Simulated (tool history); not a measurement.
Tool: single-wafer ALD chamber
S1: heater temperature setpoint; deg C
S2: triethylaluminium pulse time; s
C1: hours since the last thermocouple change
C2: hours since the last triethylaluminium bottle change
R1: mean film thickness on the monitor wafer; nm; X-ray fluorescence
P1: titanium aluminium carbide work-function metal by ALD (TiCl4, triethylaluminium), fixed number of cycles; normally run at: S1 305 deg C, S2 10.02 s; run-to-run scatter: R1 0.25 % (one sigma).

run	hour	S1	S2	C1	C2	R1
1	7.0	305	10.02	1840.1	550.8	2.1108
2	19.0	305	10.02	1852.1	562.8	2.1112
3	25.9	290	10.02	1859.0	569.7	1.9766
4	38.1	305	10.02	1871.2	581.9	2.1156
5	47.2	305	3.83	1880.3	591.0	1.5974
6	55.1	305	16.24	1888.2	598.9	2.1770
7	66.0	286	13.36	1899.1	609.8	1.9980
8	77.3	327	13.16	1910.4	621.1	2.3616
9	85.3	305	10.02	1918.4	629.1	2.1140
10	91.2	329	10.02	1924.3	635.0	2.3340
11	101.5	305	10.02	1934.6	645.3	2.1106
12	110.2	305	10.02	1943.3	654.0	2.1060
13	121.3	305	10.02	1954.4	665.1	2.0972
14	128.3	305	10.02	1961.4	672.1	2.0971
15	137.4	305	10.02	1970.5	681.2	2.0781
16	148.9	305	10.02	1982.0	692.7	2.0788
17	159.8	305	10.02	1992.9	703.6	2.0785
18	171.1	305	10.02	2004.2	714.9	2.0725
19	179.5	305	10.02	2012.6	723.3	2.0691
20	191.0	305	10.02	2024.1	734.8	2.0658
21	200.3	305	10.02	2033.4	744.1	2.0571
22	211.9	305	10.02	2045.0	755.7	2.0605
23	222.3	305	10.02	2055.4	766.1	2.0565

What P1 gives has crept away from where it was. These 2 causes fit the log equally well, each at the size given:
A: wafer temperature below the value expected at the setpoint (K) = 5.82
B: triethylaluminium dose below that of a fresh bottle (%) = 16.4
The creep began at about hour 110.2.

4 check runs are offered, one wafer each, their results left as question marks. Which one tells the causes apart?
check 1	232.7	327	10.02			?
check 2	232.7	318	3.94			?
check 3	232.7	329	10.02			?
check 4	232.7	316	10.02			?

What each check would give under each cause:
check	result	if A	if B
check 1	R1	2.2615	2.2572
check 2	R1	1.6721	1.5649
check 3	R1	2.2798	2.2751
check 4	R1	2.1613	2.1592
How far apart the two closest causes lie, in the result that separates them most: check 1 0.19 %; check 2 6.63 %; check 3 0.2 %; check 4 0.1 %
Check 2 tells the causes apart: in the others they would give nearly the same result.

Check 2 was then run and gave: R1 1.6709 nm. Which cause is it?

It is A: wafer temperature below the value expected at the setpoint (K).
